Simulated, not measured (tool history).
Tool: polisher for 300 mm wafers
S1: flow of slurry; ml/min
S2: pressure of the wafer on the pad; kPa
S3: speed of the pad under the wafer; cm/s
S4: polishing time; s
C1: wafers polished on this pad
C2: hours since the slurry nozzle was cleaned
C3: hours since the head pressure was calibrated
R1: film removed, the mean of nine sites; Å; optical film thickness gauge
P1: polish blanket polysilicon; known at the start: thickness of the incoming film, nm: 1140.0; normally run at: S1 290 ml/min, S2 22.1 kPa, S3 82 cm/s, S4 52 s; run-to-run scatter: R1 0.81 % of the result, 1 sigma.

| run | day | S1 | S2 | S3 | S4 | C1 | C2 | C3 | R1 |
|---|---|---|---|---|---|---|---|---|---|
| 1 | 0.142 | 290 | 22.1 | 82 | 52 | 234 | 532.2 | 171.8 | 3894.9 |
| 2 | 0.362 | 290 | 22.1 | 82 | 52 | 307 | 537.5 | 177.1 | 3960.3 |
| 3 | 0.600 | 290 | 22.1 | 82 | 52 | 386 | 543.2 | 182.8 | 3935.4 |
| 4 | 0.904 | 290 | 10.3 | 120 | 52 | 487 | 550.5 | 190.1 | 2690.4 |
| 5 | 1.075 | 220 | 22.1 | 116 | 52 | 543 | 554.6 | 194.2 | 5313.6 |
| 6 | 1.350 | 290 | 31.7 | 82 | 75 | 634 | 561.2 | 200.8 | 8208.0 |
| 7 | 1.679 | 290 | 22.1 | 82 | 52 | 743 | 569.1 | 208.7 | 3934.9 |
| 8 | 1.829 | 290 | 22.1 | 118 | 52 | 793 | 572.7 | 212.3 | 5709.6 |
| 9 | 2.146 | 290 | 22.1 | 40 | 52 | 898 | 580.3 | 219.9 | 1926.5 |
| 10 | 2.317 | 290 | 22.1 | 82 | 72 | 954 | 584.4 | 224.0 | 5372.8 |
| 11 | 2.625 | 290 | 22.1 | 82 | 52 | 1056 | 591.8 | 231.4 | 3931.7 |
| 12 | 2.912 | 290 | 22.1 | 82 | 30 | 1151 | 598.7 | 238.3 | 2291.1 |
| 13 | 3.112 | 290 | 33.8 | 82 | 52 | 1218 | 603.5 | 243.1 | 5989.9 |
| 14 | 3.417 | 175 | 22.1 | 82 | 52 | 1318 | 610.8 | 250.4 | 3652.0 |
| 15 | 3.571 | 290 | 22.1 | 82 | 52 | 1369 | 614.5 | 254.1 | 3948.1 |
| 16 | 3.883 | 400 | 22.1 | 82 | 52 | 1473 | 622.0 | 261.6 | 4025.0 |
| 17 | 4.150 | 290 | 15.9 | 82 | 52 | 1561 | 628.4 | 268.0 | 2852.6 |
| 18 | 4.321 | 290 | 22.1 | 82 | 52 | 1617 | 632.5 | 272.1 | 3918.8 |
| 19 | 4.483 | 290 | 22.1 | 82 | 52 | 1671 | 636.4 | 276.0 | 3898.3 |
| 20 | 4.729 | 290 | 22.1 | 82 | 52 | 1753 | 642.3 | 281.9 | 3880.7 |
| 21 | 5.033 | 290 | 22.1 | 82 | 52 | 1853 | 649.6 | 289.2 | 3838.4 |
| 22 | 5.325 | 290 | 22.1 | 82 | 52 | 1950 | 656.6 | 296.2 | 3855.8 |
|  | 5.479 | worn pad replaced by a new one |
| 23 | 5.558 | 290 | 22.1 | 82 | 52 | 27 | 662.2 | 301.8 | 3809.6 |
| 24 | 5.717 | 290 | 22.1 | 82 | 52 | 79 | 666.0 | 305.6 | 3779.2 |
| 25 | 6.046 | 290 | 22.1 | 82 | 52 | 188 | 673.9 | 313.5 | 3762.4 |
| 26 | 6.346 | 290 | 22.1 | 82 | 52 | 287 | 681.1 | 320.7 | 3754.4 |
| 27 | 6.488 | 290 | 22.1 | 82 | 52 | 334 | 684.5 | 324.1 | 3775.8 |
| 28 | 6.642 | 290 | 22.1 | 82 | 52 | 385 | 688.2 | 327.8 | 3775.3 |
| 29 | 6.829 | 290 | 22.1 | 82 | 52 | 447 | 692.7 | 332.3 | 3728.3 |

What P1 gives has crept away from where it was. These 2 causes fit the log equally well, each at the size given:
A: head's pressure below its setpoint, % = 4.4
B: slurry flow missing at the pad, % = 33.1
The creep began at about day 4.321.
Why every other cause is out:
removal rate lost through wear of the pad, %: serviced at day 5.479, which brought nothing back

4 check runs are offered, each on 5 wafers whose results are averaged, their results left as question marks. Which one tells the causes apart?
| check 1 | 7.017 | 175 | 15.9 | 82 | 52 |  |  |  | ? |
| check 2 | 7.017 | 290 | 33.8 | 82 | 52 |  |  |  | ? |
| check 3 | 7.017 | 290 | 22.1 | 110 | 52 |  |  |  | ? |
| check 4 | 7.017 | 290 | 22.1 | 46 | 52 |  |  |  | ? |

What each check would give under each cause:
| check | result | if A | if B |
|---|---|---|---|
| check 1 | R1 | 2546.8 | 2478.7 |
| check 2 | R1 | 5758.5 | 5758.7 |
| check 3 | R1 | 5044.8 | 5045.0 |
| check 4 | R1 | 2109.6 | 2109.7 |
How far apart the two closest causes lie, in the result that separates them most: check 1 2.71 %; check 2 0 %; check 3 0 %; check 4 0 %
Only check 1 tells the causes apart: in the others they would give nearly the same result.

Then check 1 was run and gave: R1 2472.7 Å. Which cause is it?

It is B: slurry flow missing at the pad, %.
